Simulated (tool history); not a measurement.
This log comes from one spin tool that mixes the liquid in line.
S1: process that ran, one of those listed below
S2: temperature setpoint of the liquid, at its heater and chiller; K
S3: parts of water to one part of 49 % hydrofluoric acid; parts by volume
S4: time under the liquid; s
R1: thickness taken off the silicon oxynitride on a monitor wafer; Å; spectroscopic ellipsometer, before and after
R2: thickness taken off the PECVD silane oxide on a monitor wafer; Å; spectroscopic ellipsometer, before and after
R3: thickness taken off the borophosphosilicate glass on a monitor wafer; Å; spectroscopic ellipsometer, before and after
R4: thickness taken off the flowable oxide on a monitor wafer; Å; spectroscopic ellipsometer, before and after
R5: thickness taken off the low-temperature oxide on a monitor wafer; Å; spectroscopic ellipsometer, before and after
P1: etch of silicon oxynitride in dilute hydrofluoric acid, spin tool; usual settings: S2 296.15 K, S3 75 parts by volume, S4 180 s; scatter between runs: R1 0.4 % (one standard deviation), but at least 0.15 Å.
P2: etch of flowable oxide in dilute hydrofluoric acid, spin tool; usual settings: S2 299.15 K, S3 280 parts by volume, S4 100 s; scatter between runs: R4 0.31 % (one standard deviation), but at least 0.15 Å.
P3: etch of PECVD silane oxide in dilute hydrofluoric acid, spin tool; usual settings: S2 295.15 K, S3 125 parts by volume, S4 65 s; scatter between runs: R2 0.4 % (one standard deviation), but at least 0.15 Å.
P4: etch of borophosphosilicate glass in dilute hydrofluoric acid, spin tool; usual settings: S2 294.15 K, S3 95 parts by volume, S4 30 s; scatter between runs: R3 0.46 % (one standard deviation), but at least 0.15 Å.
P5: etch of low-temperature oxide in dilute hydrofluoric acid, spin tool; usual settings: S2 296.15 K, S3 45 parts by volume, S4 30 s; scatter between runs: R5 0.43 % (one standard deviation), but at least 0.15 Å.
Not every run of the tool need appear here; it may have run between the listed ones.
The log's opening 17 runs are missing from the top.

run 18 hour=120.3 | S1=P1 S2=296.15 S3=75 S4=180 | R1=50.731
-- hour=122.7 thermometer replaced
run 19 hour=128.3 | S1=P5 S2=296.15 S3=45 S4=45 | R5=122.64
run 20 hour=133.1 | S1=P3 S2=295.15 S3=125 S4=65 | R2=169.15
run 21 hour=141.7 | S1=P1 S2=301.15 S3=75 S4=180 | R1=64.859
run 22 hour=147.4 | S1=P4 S2=294.15 S3=30 S4=30 | R3=810.63
run 23 hour=151.7 | S1=P2 S2=299.15 S3=280 S4=185 | R4=257.64
run 24 hour=158.9 | S1=P5 S2=290.15 S3=45 S4=30 | R5=63.372
run 25 hour=166.1 | S1=P5 S2=296.15 S3=75 S4=30 | R5=47.265
run 26 hour=172.7 | S1=P3 S2=295.15 S3=125 S4=65 | R2=170.91
run 27 hour=178.6 | S1=P3 S2=301.65 S3=125 S4=65 | R2=219.1
run 28 hour=185.7 | S1=P3 S2=295.15 S3=125 S4=15 | R2=39.351
run 29 hour=190.6 | S1=P1 S2=296.15 S3=130 S4=180 | R1=28.541
run 30 hour=198.5 | S1=P1 S2=296.15 S3=75 S4=180 | R1=50.946
run 31 hour=205.2 | S1=P1 S2=296.15 S3=75 S4=265 | R1=74.463

What will run 32 give?
run 32 hour=214.8 | S1=P1 S2=296.15 S3=75 S4=180 | R1=?

Logged for run 32: R1 50.958 Å.
